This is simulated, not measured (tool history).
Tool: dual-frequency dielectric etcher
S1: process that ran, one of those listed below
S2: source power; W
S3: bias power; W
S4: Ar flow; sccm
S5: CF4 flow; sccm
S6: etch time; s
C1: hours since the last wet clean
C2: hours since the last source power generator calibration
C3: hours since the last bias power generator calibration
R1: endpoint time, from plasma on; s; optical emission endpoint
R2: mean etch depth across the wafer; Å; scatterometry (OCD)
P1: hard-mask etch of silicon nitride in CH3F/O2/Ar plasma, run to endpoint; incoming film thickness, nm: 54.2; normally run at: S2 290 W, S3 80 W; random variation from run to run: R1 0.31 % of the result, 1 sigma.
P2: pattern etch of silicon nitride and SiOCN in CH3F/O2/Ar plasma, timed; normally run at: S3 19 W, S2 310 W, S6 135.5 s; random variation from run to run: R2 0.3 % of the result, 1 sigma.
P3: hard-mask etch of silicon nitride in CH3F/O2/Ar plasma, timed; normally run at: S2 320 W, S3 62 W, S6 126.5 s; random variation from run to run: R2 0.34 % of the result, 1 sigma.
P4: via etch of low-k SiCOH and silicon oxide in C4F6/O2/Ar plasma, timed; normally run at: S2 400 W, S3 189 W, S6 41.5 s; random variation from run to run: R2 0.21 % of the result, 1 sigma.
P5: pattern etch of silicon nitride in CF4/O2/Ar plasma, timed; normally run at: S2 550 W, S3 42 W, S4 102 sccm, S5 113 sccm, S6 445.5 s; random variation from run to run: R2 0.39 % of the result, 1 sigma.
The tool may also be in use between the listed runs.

run 1 hour=7.7 | S1=P1 S2=290 S3=80 | C1=239.2 C2=1996.4 C3=597.4 | R1=81.266
run 2 hour=14.0 | S1=P1 S2=290 S3=80 | C1=245.5 C2=2002.7 C3=603.7 | R1=81.673
run 3 hour=21.4 | S1=P1 S2=360 S3=80 | C1=252.9 C2=2010.1 C3=611.1 | R1=75.052
run 4 hour=29.3 | S1=P5 S2=550 S3=34 S4=102 S5=113 S6=445.5 | C1=260.8 C2=2018.0 C3=619.0 | R2=7909.70
run 5 hour=33.2 | S1=P2 S2=390 S3=19 S6=135.5 | C1=264.7 C2=2021.9 C3=622.9 | R2=168.27
run 6 hour=39.1 | S1=P1 S2=290 S3=80 | C1=270.6 C2=2027.8 C3=628.8 | R1=81.609
run 7 hour=44.6 | S1=P4 S2=400 S3=189 S6=52.0 | C1=276.1 C2=2033.3 C3=634.3 | R2=1224.70
run 8 hour=51.1 | S1=P3 S2=320 S3=62 S6=126.5 | C1=282.6 C2=2039.8 C3=640.8 | R2=774.16
run 9 hour=56.2 | S1=P1 S2=290 S3=54 | C1=287.7 C2=2044.9 C3=645.9 | R1=93.326
run 10 hour=62.9 | S1=P3 S2=320 S3=62 S6=126.5 | C1=294.4 C2=2051.6 C3=652.6 | R2=769.14
run 11 hour=67.5 | S1=P3 S2=320 S3=88 S6=126.5 | C1=299.0 C2=2056.2 C3=657.2 | R2=872.05
run 12 hour=72.4 | S1=P3 S2=320 S3=62 S6=71.0 | C1=303.9 C2=2061.1 C3=662.1 | R2=434.47
run 13 hour=79.7 | S1=P1 S2=290 S3=95 | C1=311.2 C2=2068.4 C3=669.4 | R1=76.836
run 14 hour=87.3 | S1=P2 S2=310 S3=19 S6=135.5 | C1=318.8 C2=2076.0 C3=677.0 | R2=155.77
run 15 hour=91.3 | S1=P3 S2=390 S3=62 S6=126.5 | C1=322.8 C2=2080.0 C3=681.0 | R2=827.82
run 16 hour=99.0 | S1=P5 S2=550 S3=42 S4=102 S5=156 S6=445.5 | C1=330.5 C2=2087.7 C3=688.7 | R2=8823.30
run 17 hour=102.5 | S1=P5 S2=550 S3=42 S4=102 S5=113 S6=555.0 | C1=334.0 C2=2091.2 C3=692.2 | R2=10623.00
run 18 hour=108.5 | S1=P2 S2=310 S3=19 S6=186.5 | C1=340.0 C2=2097.2 C3=698.2 | R2=213.47
run 19 hour=112.9 | S1=P1 S2=210 S3=80 | C1=344.4 C2=2101.6 C3=702.6 | R1=91.968
run 20 hour=119.6 | S1=P4 S2=400 S3=189 S6=41.5 | C1=351.1 C2=2108.3 C3=709.3 | R2=976.99
run 21 hour=126.9 | S1=P5 S2=360 S3=42 S4=102 S5=113 S6=445.5 | C1=358.4 C2=2115.6 C3=716.6 | R2=5848.00
run 22 hour=132.5 | S1=P1 S2=290 S3=80 | C1=364.0 C2=2121.2 C3=722.2 | R1=81.732
run 23 hour=136.1 | S1=P5 S2=550 S3=42 S4=102 S5=113 S6=445.5 | C1=367.6 C2=2124.8 C3=725.8 | R2=8507.60
run 24 hour=140.6 | S1=P5 S2=550 S3=42 S4=69 S5=113 S6=445.5 | C1=372.1 C2=2129.3 C3=730.3 | R2=8944.40
run 25 hour=145.1 | S1=P4 S2=400 S3=265 S6=41.5 | C1=376.6 C2=2133.8 C3=734.8 | R2=1089.20
run 26 hour=151.5 | S1=P4 S2=260 S3=189 S6=41.5 | C1=383.0 C2=2140.2 C3=741.2 | R2=825.62
run 27 hour=159.0 | S1=P1 S2=290 S3=80 | C1=390.5 C2=2147.7 C3=748.7 | R1=81.293
run 28 hour=165.3 | S1=P1 S2=290 S3=80 | C1=396.8 C2=2154.0 C3=755.0 | R1=81.564
run 29 hour=170.0 | S1=P5 S2=550 S3=42 S4=102 S5=113 S6=445.5 | C1=401.5 C2=2158.7 C3=759.7 | R2=8487.70
run 30 hour=174.1 | S1=P4 S2=400 S3=189 S6=41.5 | C1=405.6 C2=2162.8 C3=763.8 | R2=977.25
run 31 hour=181.6 | S1=P1 S2=370 S3=52 | C1=413.1 C2=2170.3 C3=771.3 | R1=86.288
run 32 hour=188.1 | S1=P2 S2=310 S3=11 S6=135.5 | C1=419.6 C2=2176.8 C3=777.8 | R2=123.87
run 33 hour=195.4 | S1=P1 S2=290 S3=80 | C1=426.9 C2=2184.1 C3=785.1 | R1=81.374
run 34 hour=202.8 | S1=P1 S2=290 S3=80 | C1=434.3 C2=2191.5 C3=792.5 | R1=81.924
run 35 hour=207.2 | S1=P1 S2=290 S3=80 | C1=438.7 C2=2195.9 C3=796.9 | R1=82.708
run 36 hour=212.9 | S1=P1 S2=290 S3=80 | C1=444.4 C2=2201.6 C3=802.6 | R1=82.640
run 37 hour=219.5 | S1=P1 S2=290 S3=80 | C1=451.0 C2=2208.2 C3=809.2 | R1=82.443
-- hour=220.7 wet clean of the chamber
run 38 hour=222.9 | S1=P1 S2=290 S3=80 | C1=2.3 C2=2211.6 C3=812.6 | R1=82.539
run 39 hour=227.4 | S1=P1 S2=290 S3=80 | C1=6.8 C2=2216.1 C3=817.1 | R1=82.698
run 40 hour=233.5 | S1=P1 S2=290 S3=80 | C1=12.9 C2=2222.2 C3=823.2 | R1=82.431
run 41 hour=239.9 | S1=P1 S2=290 S3=80 | C1=19.3 C2=2228.6 C3=829.6 | R1=83.103
run 42 hour=246.5 | S1=P1 S2=290 S3=80 | C1=25.9 C2=2235.2 C3=836.2 | R1=82.777
run 43 hour=253.5 | S1=P1 S2=290 S3=80 | C1=32.9 C2=2242.2 C3=843.2 | R1=83.111
run 44 hour=260.1 | S1=P1 S2=290 S3=80 | C1=39.5 C2=2248.8 C3=849.8 | R1=83.514

What P1 gives has crept away from where it was. These 2 causes fit the log equally well, each at the size given:
A: bias power that arrives under what is set, % = 4.27
B: source power that arrives under what is set, % = 4.08
The creep began at about hour 195.4.
Why every other cause is out:
chamber walls in a state that lowers the etch rate, %: serviced at hour 220.7, which brought nothing back

4 check runs are offered, each on 2 wafers whose results are averaged, their results left as question marks. Which one tells the causes apart?
run check 1 hour=266.7 | S1=P4 S2=400 S3=258 S6=52.0 | R2=?
run check 2 hour=266.7 | S1=P2 S2=310 S3=12 S6=135.5 | R2=?
run check 3 hour=266.7 | S1=P3 S2=320 S3=87 S6=71.5 | R2=?
run check 4 hour=266.7 | S1=P5 S2=360 S3=42 S4=102 S5=113 S6=445.5 | R2=?

What each check would give under each cause:
check=check_1 result=R2 if_A=1337.10 if_B=1335.60
check=check_2 result=R2 if_A=126.25 if_B=126.46
check=check_3 result=R2 if_A=483.34 if_B=483.46
check=check_4 result=R2 if_A=5774.30 if_B=5656.70
How far apart the two closest causes lie, in the result that separates them most: check 1 0.11 %; check 2 0.17 %; check 3 0.02 %; check 4 2.06 %
Check 4 tells the causes apart: in the others they would give nearly the same result.

Then check 4 was run and gave: R2 5773.50 Å. Which cause is it?

It is A: bias power that arrives under what is set, %.
